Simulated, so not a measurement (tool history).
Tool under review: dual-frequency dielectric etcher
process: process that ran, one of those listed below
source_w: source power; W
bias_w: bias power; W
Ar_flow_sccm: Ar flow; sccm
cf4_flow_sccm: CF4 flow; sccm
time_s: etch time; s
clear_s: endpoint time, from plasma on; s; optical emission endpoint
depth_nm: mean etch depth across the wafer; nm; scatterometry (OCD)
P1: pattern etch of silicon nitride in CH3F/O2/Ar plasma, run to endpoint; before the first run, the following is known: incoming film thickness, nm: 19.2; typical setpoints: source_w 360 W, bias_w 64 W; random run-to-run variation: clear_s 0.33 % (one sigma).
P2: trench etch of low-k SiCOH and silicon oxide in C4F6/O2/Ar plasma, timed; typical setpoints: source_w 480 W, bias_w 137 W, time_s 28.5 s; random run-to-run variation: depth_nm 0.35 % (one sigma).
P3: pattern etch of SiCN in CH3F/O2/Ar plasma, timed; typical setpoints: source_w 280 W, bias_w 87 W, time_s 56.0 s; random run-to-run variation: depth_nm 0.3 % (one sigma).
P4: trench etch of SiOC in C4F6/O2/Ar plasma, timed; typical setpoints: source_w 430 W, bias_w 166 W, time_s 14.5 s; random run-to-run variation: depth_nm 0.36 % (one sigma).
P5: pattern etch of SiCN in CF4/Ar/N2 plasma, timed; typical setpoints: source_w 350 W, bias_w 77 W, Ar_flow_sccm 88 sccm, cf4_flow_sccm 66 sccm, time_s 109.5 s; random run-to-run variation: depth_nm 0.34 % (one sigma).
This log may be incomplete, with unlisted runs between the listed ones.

run	day	process	source_w	bias_w	Ar_flow_sccm	cf4_flow_sccm	time_s	hours since the last wet clean	hours since the last source power generator calibration	hours since the last bias power generator calibration	clear_s	depth_nm
1	0.367	P1	360	64				272.0	584.2	2776.1	29.305	
2	0.892	P5	350	77	88	66	109.5	284.6	596.8	2788.7		80.242
3	1.321	P1	360	64				294.9	607.1	2799.0	29.300	
4	1.654	P2	480	137			18.0	302.9	615.1	2807.0		54.136
5	2.021	P3	390	87			56.0	311.7	623.9	2815.8		21.895
6	2.500	P4	430	166			14.5	323.2	635.4	2827.3		30.507
7	2.862	P5	350	77	88	66	109.5	331.9	644.1	2836.0		80.066
8	3.408	P3	280	87			74.0	345.0	657.2	2849.1		25.478
9	3.712	P5	460	77	88	66	109.5	352.3	664.5	2856.4		102.090
10	4.104	P3	280	63			56.0	361.7	673.9	2865.8		17.208
11	4.517	P1	360	64				371.6	683.8	2875.7	29.407	
12	5.062	P2	370	137			28.5	384.7	696.9	2888.8		77.948
13	5.504	P1	360	64				395.3	707.5	2899.4	29.383	
14	5.829	P1	360	52				403.1	715.3	2907.2	31.278	
15	6.175	P1	450	43				411.4	723.6	2915.5	30.598	
16	6.704	P2	480	137			28.5	424.1	736.3	2928.2		86.035
17	7.004	P1	360	64				431.3	743.5	2935.4	29.314	
18	7.412	P3	280	87			56.0	441.1	753.3	2945.2		19.282
19	7.838	P1	360	64				451.3	763.5	2955.4	29.278	
20	8.271	P4	430	166			21.0	461.7	773.9	2965.8		43.857
21	8.738	P5	350	77	88	86	109.5	472.9	785.1	2977.0		82.734
22	9.296	P2	480	81			28.5	486.3	798.5	2990.4		74.991
23	9.858	P4	430	166			14.5	499.8	812.0	3003.9		30.430
24	10.162	P5	350	77	125	66	109.5	507.1	819.3	3011.2		76.433
25	10.612	P2	480	137			28.5	517.9	830.1	3022.0		85.979
26	11.133	P1	250	64				530.4	842.6	3034.5	33.900	
27	11.683	P5	350	77	88	66	141.5	543.6	855.8	3047.7		103.740
28	12.100	P4	570	166			14.5	553.6	865.8	3057.7		33.467
29	12.429	P1	440	64				561.5	873.7	3065.6	27.278	
30	12.858	P1	360	83				571.8	884.0	3075.9	26.874	
31	13.338	P4	430	128			14.5	583.3	895.5	3087.4		27.943
32	13.662	P5	350	51	88	66	109.5	591.1	903.3	3095.2		69.668
33	14.058	P1	360	64				600.6	912.8	3104.7	29.401	
34	14.417	P1	360	64				609.2	921.4	3113.3	29.447	
35	14.758	P1	360	64				617.4	929.6	3121.5	29.727	
36	15.062	P1	360	64				624.7	936.9	3128.8	29.705	
37	15.408	P1	360	64				633.0	945.2	3137.1	29.799	
38	15.696	P1	360	64				639.9	952.1	3144.0	29.836	
# day 16.042: wet clean of the chamber
39	16.088	P1	360	64				1.2	961.5	3153.4	29.835	
40	16.396	P1	360	64				8.6	968.9	3160.8	29.779	
41	16.646	P1	360	64				14.6	974.9	3166.8	30.017	
42	17.121	P1	360	64				26.0	986.3	3178.2	29.788	

What P1 gives has crept away from where it was. These 2 causes fit the log equally well, each at the size given:
A: bias power that arrives under what is set, % = 4.75
B: source power that arrives under what is set, % = 4.18
Creep in the process output first set in at about day 14.058.
The rest of the possible causes, and what rules out each one:
chamber walls in a state that lowers the etch rate, %: serviced at day 16.042, after the change had begun; the process did not return to its earlier output

4 check runs are offered, each on 2 wafers whose results are averaged, their results left as question marks. Which one tells the causes apart?
check 1	17.596	P5	350	77	88	66	109.5					?
check 2	17.596	P2	480	137			28.5					?
check 3	17.596	P3	280	87			56.0					?
check 4	17.596	P4	430	166			14.5					?

If the cause were each of the candidates in turn, the checks would give the following:
check	result	if A	if B
check 1	depth_nm	78.940	77.358
check 2	depth_nm	84.887	84.644
check 3	depth_nm	18.981	19.028
check 4	depth_nm	29.790	29.737
Gap, in per cent, between the two causes that each check separates least, read from the result that separates them most: check 1 2.02 %; check 2 0.29 %; check 3 0.25 %; check 4 0.18 %
Check 1 is the one run that separates the causes; every other check would come out nearly the same whichever cause is at work.

The results of check 1 are: depth_nm 79.370 nm. Based on these, which of the listed causes is it?

The correct cause is A, namely: bias power that arrives under what is set, %.
